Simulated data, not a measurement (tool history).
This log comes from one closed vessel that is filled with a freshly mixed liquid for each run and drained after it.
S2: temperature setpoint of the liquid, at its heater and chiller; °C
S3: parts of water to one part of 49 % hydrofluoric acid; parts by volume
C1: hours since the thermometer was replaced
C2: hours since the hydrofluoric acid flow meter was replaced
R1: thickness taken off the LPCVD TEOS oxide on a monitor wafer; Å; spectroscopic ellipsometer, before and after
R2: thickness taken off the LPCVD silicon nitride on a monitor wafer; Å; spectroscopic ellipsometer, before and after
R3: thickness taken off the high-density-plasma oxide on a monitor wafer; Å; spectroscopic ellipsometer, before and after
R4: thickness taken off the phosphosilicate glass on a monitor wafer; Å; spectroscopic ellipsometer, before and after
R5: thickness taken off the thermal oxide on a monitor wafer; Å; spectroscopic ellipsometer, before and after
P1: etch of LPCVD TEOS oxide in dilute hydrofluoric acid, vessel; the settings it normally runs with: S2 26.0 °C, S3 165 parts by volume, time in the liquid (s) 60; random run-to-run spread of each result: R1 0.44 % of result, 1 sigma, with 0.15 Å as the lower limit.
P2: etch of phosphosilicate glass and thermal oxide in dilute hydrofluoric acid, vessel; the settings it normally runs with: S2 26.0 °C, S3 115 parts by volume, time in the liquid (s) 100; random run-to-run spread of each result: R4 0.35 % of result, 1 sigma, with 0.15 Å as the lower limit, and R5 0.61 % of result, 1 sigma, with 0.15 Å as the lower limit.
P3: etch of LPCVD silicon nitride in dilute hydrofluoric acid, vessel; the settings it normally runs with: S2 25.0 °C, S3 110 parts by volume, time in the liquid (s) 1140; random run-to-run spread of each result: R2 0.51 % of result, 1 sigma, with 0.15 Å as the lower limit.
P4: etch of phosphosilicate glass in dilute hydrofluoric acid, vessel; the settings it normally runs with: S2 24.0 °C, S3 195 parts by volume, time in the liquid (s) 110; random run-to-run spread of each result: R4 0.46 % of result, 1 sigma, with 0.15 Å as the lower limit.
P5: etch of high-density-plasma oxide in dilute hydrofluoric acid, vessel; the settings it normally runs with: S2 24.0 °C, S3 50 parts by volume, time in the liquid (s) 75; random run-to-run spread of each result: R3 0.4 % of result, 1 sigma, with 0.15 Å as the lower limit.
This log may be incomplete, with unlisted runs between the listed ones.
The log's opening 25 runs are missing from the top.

run 26 day=10.700 | process_that_ran=P2 S2=26.0 S3=115 time_in_the_liquid_(s)=100 | C1=181.2 C2=129.8 | R4=547.41 R5=43.146
run 27 day=11.254 | process_that_ran=P4 S2=32.0 S3=195 time_in_the_liquid_(s)=110 | C1=194.5 C2=143.1 | R4=753.37
run 28 day=11.671 | process_that_ran=P3 S2=25.0 S3=150 time_in_the_liquid_(s)=1140 | C1=204.5 C2=153.1 | R2=46.395
run 29 day=12.196 | process_that_ran=P3 S2=25.0 S3=110 time_in_the_liquid_(s)=1960 | C1=217.1 C2=165.7 | R2=107.510
run 30 day=12.462 | process_that_ran=P2 S2=33.5 S3=115 time_in_the_liquid_(s)=100 | C1=223.5 C2=172.1 | R4=720.92 R5=56.099
run 31 day=12.708 | process_that_ran=P1 S2=21.5 S3=85 time_in_the_liquid_(s)=60 | C1=229.4 C2=178.0 | R1=109.240
run 32 day=12.958 | process_that_ran=P1 S2=26.0 S3=165 time_in_the_liquid_(s)=60 | C1=235.4 C2=184.0 | R1=60.668
run 33 day=13.329 | process_that_ran=P1 S2=26.0 S3=165 time_in_the_liquid_(s)=60 | C1=244.3 C2=192.9 | R1=63.521
run 34 day=13.621 | process_that_ran=P1 S2=26.0 S3=165 time_in_the_liquid_(s)=60 | C1=251.3 C2=199.9 | R1=64.297

Expected results for the next run?
run 35 day=13.875 | process_that_ran=P1 S2=26.0 S3=165 time_in_the_liquid_(s)=60 | C1=257.4 C2=206.0 | R1=?

R1: 65.729 Å

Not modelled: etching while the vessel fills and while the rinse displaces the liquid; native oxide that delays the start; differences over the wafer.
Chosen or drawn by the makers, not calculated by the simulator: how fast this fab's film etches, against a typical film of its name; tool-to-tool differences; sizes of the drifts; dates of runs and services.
